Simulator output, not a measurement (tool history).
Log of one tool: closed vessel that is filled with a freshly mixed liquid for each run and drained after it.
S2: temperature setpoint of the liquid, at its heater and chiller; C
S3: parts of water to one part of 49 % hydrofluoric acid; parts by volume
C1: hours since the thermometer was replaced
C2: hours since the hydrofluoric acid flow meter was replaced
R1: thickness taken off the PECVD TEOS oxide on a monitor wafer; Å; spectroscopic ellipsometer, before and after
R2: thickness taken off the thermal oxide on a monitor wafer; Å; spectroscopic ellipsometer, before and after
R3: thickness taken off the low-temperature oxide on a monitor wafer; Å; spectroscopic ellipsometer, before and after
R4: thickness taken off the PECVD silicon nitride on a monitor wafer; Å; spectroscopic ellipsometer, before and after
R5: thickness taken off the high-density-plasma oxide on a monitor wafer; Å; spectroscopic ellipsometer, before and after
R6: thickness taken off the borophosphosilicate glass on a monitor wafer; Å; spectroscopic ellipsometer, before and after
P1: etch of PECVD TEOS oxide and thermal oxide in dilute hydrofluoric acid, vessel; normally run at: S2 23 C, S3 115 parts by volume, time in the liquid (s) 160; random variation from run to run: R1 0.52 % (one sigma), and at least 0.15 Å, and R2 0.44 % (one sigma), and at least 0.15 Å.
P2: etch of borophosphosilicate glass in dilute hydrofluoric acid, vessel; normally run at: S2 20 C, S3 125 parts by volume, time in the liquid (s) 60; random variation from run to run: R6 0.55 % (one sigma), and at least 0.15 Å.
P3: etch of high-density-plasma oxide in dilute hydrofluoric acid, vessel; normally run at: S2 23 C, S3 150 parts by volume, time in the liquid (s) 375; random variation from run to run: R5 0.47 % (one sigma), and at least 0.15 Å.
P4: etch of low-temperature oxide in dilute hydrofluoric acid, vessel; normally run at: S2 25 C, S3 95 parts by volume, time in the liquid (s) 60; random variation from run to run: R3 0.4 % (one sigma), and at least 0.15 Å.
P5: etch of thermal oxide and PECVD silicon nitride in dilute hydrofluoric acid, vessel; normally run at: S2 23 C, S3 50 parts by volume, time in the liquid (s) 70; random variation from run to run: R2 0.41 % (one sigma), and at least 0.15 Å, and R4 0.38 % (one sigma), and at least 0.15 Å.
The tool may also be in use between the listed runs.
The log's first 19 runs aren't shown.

run 20 hour=260.6 | process_that_ran=P5 S2=31 S3=50 time_in_the_liquid_(s)=70 | C1=2056.3 C2=1398.7 | R2=92.434 R4=90.452
run 21 hour=275.2 | process_that_ran=P2 S2=20 S3=225 time_in_the_liquid_(s)=60 | C1=2070.9 C2=1413.3 | R6=96.469
run 22 hour=285.9 | process_that_ran=P2 S2=17 S3=125 time_in_the_liquid_(s)=60 | C1=2081.6 C2=1424 | R6=168.2
run 23 hour=302.7 | process_that_ran=P3 S2=23 S3=150 time_in_the_liquid_(s)=115 | C1=2098.4 C2=1440.8 | R5=34.892
run 24 hour=320.5 | process_that_ran=P5 S2=23 S3=50 time_in_the_liquid_(s)=70 | C1=2116.2 C2=1458.6 | R2=66.804 R4=53.589
-- hour=325.7 thermometer replaced
run 25 hour=338 | process_that_ran=P1 S2=18.5 S3=115 time_in_the_liquid_(s)=160 | C1=12.3 C2=1476.1 | R1=173.83 R2=49.363
run 26 hour=352 | process_that_ran=P1 S2=31 S3=115 time_in_the_liquid_(s)=160 | C1=26.3 C2=1490.1 | R1=281.16 R2=80.093
run 27 hour=362.8 | process_that_ran=P3 S2=23 S3=150 time_in_the_liquid_(s)=375 | C1=37.1 C2=1500.9 | R5=115.38
run 28 hour=370.8 | process_that_ran=P1 S2=23 S3=115 time_in_the_liquid_(s)=30 | C1=45.1 C2=1508.9 | R1=39.206 R2=10.884
run 29 hour=381.2 | process_that_ran=P1 S2=23 S3=115 time_in_the_liquid_(s)=160 | C1=55.5 C2=1519.3 | R1=207.65 R2=59.234
run 30 hour=397.9 | process_that_ran=P1 S2=23 S3=40 time_in_the_liquid_(s)=160 | C1=72.2 C2=1536 | R1=656.58 R2=186.48
run 31 hour=413.7 | process_that_ran=P4 S2=30 S3=95 time_in_the_liquid_(s)=60 | C1=88 C2=1551.8 | R3=111.34
run 32 hour=428.6 | process_that_ran=P5 S2=23 S3=50 time_in_the_liquid_(s)=70 | C1=102.9 C2=1566.7 | R2=67.13 R4=53.585
run 33 hour=442.6 | process_that_ran=P1 S2=23 S3=115 time_in_the_liquid_(s)=160 | C1=116.9 C2=1580.7 | R1=208.73 R2=58.925
run 34 hour=458.5 | process_that_ran=P1 S2=23 S3=115 time_in_the_liquid_(s)=160 | C1=132.8 C2=1596.6 | R1=216.1 R2=61.079
run 35 hour=466.6 | process_that_ran=P1 S2=23 S3=115 time_in_the_liquid_(s)=160 | C1=140.9 C2=1604.7 | R1=216.41 R2=61.864

Run 36 comes next. What will it give?
run 36 hour=479 | process_that_ran=P1 S2=23 S3=115 time_in_the_liquid_(s)=160 | C1=153.3 C2=1617.1 | R1=? R2=?

{"run 36": {"R1": 220.68, "R2": 62.327}}
